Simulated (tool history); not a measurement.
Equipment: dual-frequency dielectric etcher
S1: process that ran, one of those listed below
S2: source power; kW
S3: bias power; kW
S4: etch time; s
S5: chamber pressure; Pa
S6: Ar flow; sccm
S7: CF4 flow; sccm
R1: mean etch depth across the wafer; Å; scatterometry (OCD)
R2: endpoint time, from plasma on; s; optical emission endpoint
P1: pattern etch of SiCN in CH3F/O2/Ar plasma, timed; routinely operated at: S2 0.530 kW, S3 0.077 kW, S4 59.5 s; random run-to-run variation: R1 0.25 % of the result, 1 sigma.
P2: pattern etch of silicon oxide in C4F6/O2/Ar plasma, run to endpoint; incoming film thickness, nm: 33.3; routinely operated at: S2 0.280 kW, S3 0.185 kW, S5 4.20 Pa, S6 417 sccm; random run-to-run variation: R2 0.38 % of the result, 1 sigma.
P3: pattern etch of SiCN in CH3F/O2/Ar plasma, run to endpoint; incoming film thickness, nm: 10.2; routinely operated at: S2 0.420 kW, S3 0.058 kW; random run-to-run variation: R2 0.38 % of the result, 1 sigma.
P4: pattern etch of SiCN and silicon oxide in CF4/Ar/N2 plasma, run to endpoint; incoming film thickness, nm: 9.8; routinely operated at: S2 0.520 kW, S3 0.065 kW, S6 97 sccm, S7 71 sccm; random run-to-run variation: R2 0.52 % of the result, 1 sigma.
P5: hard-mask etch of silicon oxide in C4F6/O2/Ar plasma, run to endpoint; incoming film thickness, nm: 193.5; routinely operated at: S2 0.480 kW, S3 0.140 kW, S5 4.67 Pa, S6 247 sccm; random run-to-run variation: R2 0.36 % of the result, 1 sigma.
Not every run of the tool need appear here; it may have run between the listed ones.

Run 1, day 0.192: S1 P1, S2 0.530 kW, S3 0.077 kW, S4 59.5 s. Result: R1 257.16 Å.
Run 2, day 0.350: S1 P3, S2 0.580 kW, S3 0.058 kW. Result: R2 25.1880 s.
Run 3, day 0.475: S1 P2, S2 0.400 kW, S3 0.185 kW, S5 4.20 Pa, S6 417 sccm. Result: R2 10.7370 s.
Run 4, day 0.662: S1 P1, S2 0.530 kW, S3 0.077 kW, S4 89.0 s. Result: R1 383.49 Å.
Run 5, day 0.800: S1 P2, S2 0.280 kW, S3 0.185 kW, S5 4.20 Pa, S6 417 sccm. Result: R2 12.3680 s.
Run 6, day 0.912: S1 P5, S2 0.480 kW, S3 0.140 kW, S5 5.87 Pa, S6 247 sccm. Result: R2 61.3410 s.
Run 7, day 1.067: S1 P1, S2 0.640 kW, S3 0.077 kW, S4 59.5 s. Result: R1 275.52 Å.
Run 8, day 1.229: S1 P1, S2 0.530 kW, S3 0.077 kW, S4 59.5 s. Result: R1 256.17 Å.
Run 9, day 1.379: S1 P4, S2 0.520 kW, S3 0.065 kW, S6 97 sccm, S7 48 sccm. Result: R2 11.1540 s.
Run 10, day 1.571: S1 P1, S2 0.530 kW, S3 0.077 kW, S4 59.5 s. Result: R1 256.68 Å.
Run 11, day 1.733: S1 P4, S2 0.520 kW, S3 0.065 kW, S6 65 sccm, S7 71 sccm. Result: R2 9.8404 s.
Run 12, day 1.854: S1 P1, S2 0.530 kW, S3 0.077 kW, S4 59.5 s. Result: R1 257.68 Å.
Run 13, day 1.983: S1 P1, S2 0.410 kW, S3 0.077 kW, S4 38.5 s. Result: R1 150.29 Å.
Run 14, day 2.133: S1 P5, S2 0.480 kW, S3 0.191 kW, S5 4.67 Pa, S6 247 sccm. Result: R2 53.9020 s.
Run 15, day 2.283: S1 P1, S2 0.530 kW, S3 0.049 kW, S4 59.5 s. Result: R1 220.43 Å.
Run 16, day 2.425: S1 P4, S2 0.520 kW, S3 0.065 kW, S6 97 sccm, S7 71 sccm. Result: R2 10.4440 s.
Run 17, day 2.554: S1 P4, S2 0.520 kW, S3 0.045 kW, S6 97 sccm, S7 71 sccm. Result: R2 11.7550 s.
Run 18, day 2.688: S1 P3, S2 0.420 kW, S3 0.040 kW. Result: R2 32.0800 s.
Run 19, day 2.812: S1 P1, S2 0.530 kW, S3 0.056 kW, S4 71.0 s. Result: R1 275.19 Å.
Run 20, day 2.975: S1 P5, S2 0.480 kW, S3 0.140 kW, S5 4.67 Pa, S6 300 sccm. Result: R2 60.8780 s.
Run 21, day 3.158: S1 P3, S2 0.420 kW, S3 0.058 kW. Result: R2 28.4400 s.
Run 22, day 3.304: S1 P3, S2 0.420 kW, S3 0.058 kW. Result: R2 28.5310 s.
Run 23, day 3.454: S1 P1, S2 0.430 kW, S3 0.077 kW, S4 59.5 s. Result: R1 237.31 Å.
Run 24, day 3.588: S1 P2, S2 0.280 kW, S3 0.185 kW, S5 5.13 Pa, S6 417 sccm. Result: R2 12.6000 s.
Run 25, day 3.729: S1 P5, S2 0.380 kW, S3 0.140 kW, S5 4.67 Pa, S6 247 sccm. Result: R2 65.1150 s.
Run 26, day 3.850: S1 P2, S2 0.280 kW, S3 0.185 kW, S5 4.20 Pa, S6 290 sccm. Result: R2 11.8410 s.
Run 27, day 4.054: S1 P1, S2 0.530 kW, S3 0.106 kW, S4 59.5 s. Result: R1 288.56 Å.
Run 28, day 4.179: S1 P4, S2 0.680 kW, S3 0.065 kW, S6 97 sccm, S7 71 sccm. Result: R2 8.2453 s.
Run 29, day 4.342: S1 P1, S2 0.530 kW, S3 0.077 kW, S4 45.0 s. Result: R1 193.79 Å.
Run 30, day 4.504: S1 P1, S2 0.530 kW, S3 0.077 kW, S4 59.5 s. Result: R1 256.04 Å.
Run 31, day 4.642: S1 P5, S2 0.480 kW, S3 0.140 kW, S5 4.67 Pa, S6 247 sccm. Result: R2 59.1780 s.
Run 32, day 4.775: S1 P2, S2 0.280 kW, S3 0.120 kW, S5 4.20 Pa, S6 417 sccm. Result: R2 14.1500 s.
Run 33, day 4.967: S1 P1, S2 0.530 kW, S3 0.077 kW, S4 59.5 s. Result: R1 255.77 Å.
Run 34, day 5.108: S1 P1, S2 0.730 kW, S3 0.077 kW, S4 81.5 s. Result: R1 396.64 Å.
Run 35, day 5.254: S1 P1, S2 0.530 kW, S3 0.077 kW, S4 59.5 s. Result: R1 256.48 Å.
Run 36, day 5.425: S1 P1, S2 0.530 kW, S3 0.077 kW, S4 59.5 s. Result: R1 258.25 Å.
Run 37, day 5.625: S1 P1, S2 0.530 kW, S3 0.077 kW, S4 59.5 s. Result: R1 258.98 Å.
Run 38, day 5.771: S1 P1, S2 0.530 kW, S3 0.077 kW, S4 59.5 s. Result: R1 258.90 Å.
At day 5.871: wet clean of the chamber.
Run 39, day 5.896: S1 P1, S2 0.530 kW, S3 0.077 kW, S4 59.5 s. Result: R1 259.25 Å.
Run 40, day 6.004: S1 P1, S2 0.530 kW, S3 0.077 kW, S4 59.5 s. Result: R1 260.97 Å.
Run 41, day 6.179: S1 P1, S2 0.530 kW, S3 0.077 kW, S4 59.5 s. Result: R1 259.02 Å.
Run 42, day 6.350: S1 P1, S2 0.530 kW, S3 0.077 kW, S4 59.5 s. Result: R1 259.16 Å.

What P1 gives has crept away from where it was. These 2 causes fit the log equally well, each at the size given:
A: bias power that arrives over what is set, % = 4.06
B: source power that arrives over what is set, % = 3.79
The creep began at about day 5.254.
Each remaining cause and why it is not a fit:
chamber walls in a state that raises the etch rate, %: serviced after onset, at day 5.871, with no recovery of the prior output

You are offered 4 check runs, listed below with question marks in place of their results; each one averages 5 wafers. Which run separates the listed causes by giving clearly different results for each?
Run check 1, day 6.521: S1 P3, S2 0.420 kW, S3 0.058 kW. Result: R2 ?.
Run check 2, day 6.521: S1 P5, S2 0.480 kW, S3 0.140 kW, S5 4.67 Pa, S6 247 sccm. Result: R2 ?.
Run check 3, day 6.521: S1 P4, S2 0.520 kW, S3 0.065 kW, S6 97 sccm, S7 71 sccm. Result: R2 ?.
Run check 4, day 6.521: S1 P2, S2 0.280 kW, S3 0.185 kW, S5 4.20 Pa, S6 417 sccm. Result: R2 ?.

Expected result of each check under each candidate cause:
  check  result     if A     if B
check 1      R2  28.0740  28.0510
check 2      R2  58.8210  58.6420
check 3      R2  10.3040  10.0990
check 4      R2  12.1560  12.1400
Distance between the nearest two causes, measured in the result of the check that separates them most: check 1 0.08 %; check 2 0.3 %; check 3 2.01 %; check 4 0.13 %
Of the check runs offered, only check 3 discriminates between the causes; the rest would read about the same regardless of which cause applies.

Check 3 was then run and gave: R2 10.0650 s. Which cause is it?

Of the candidate causes, it is B: source power that arrives over what is set, %.
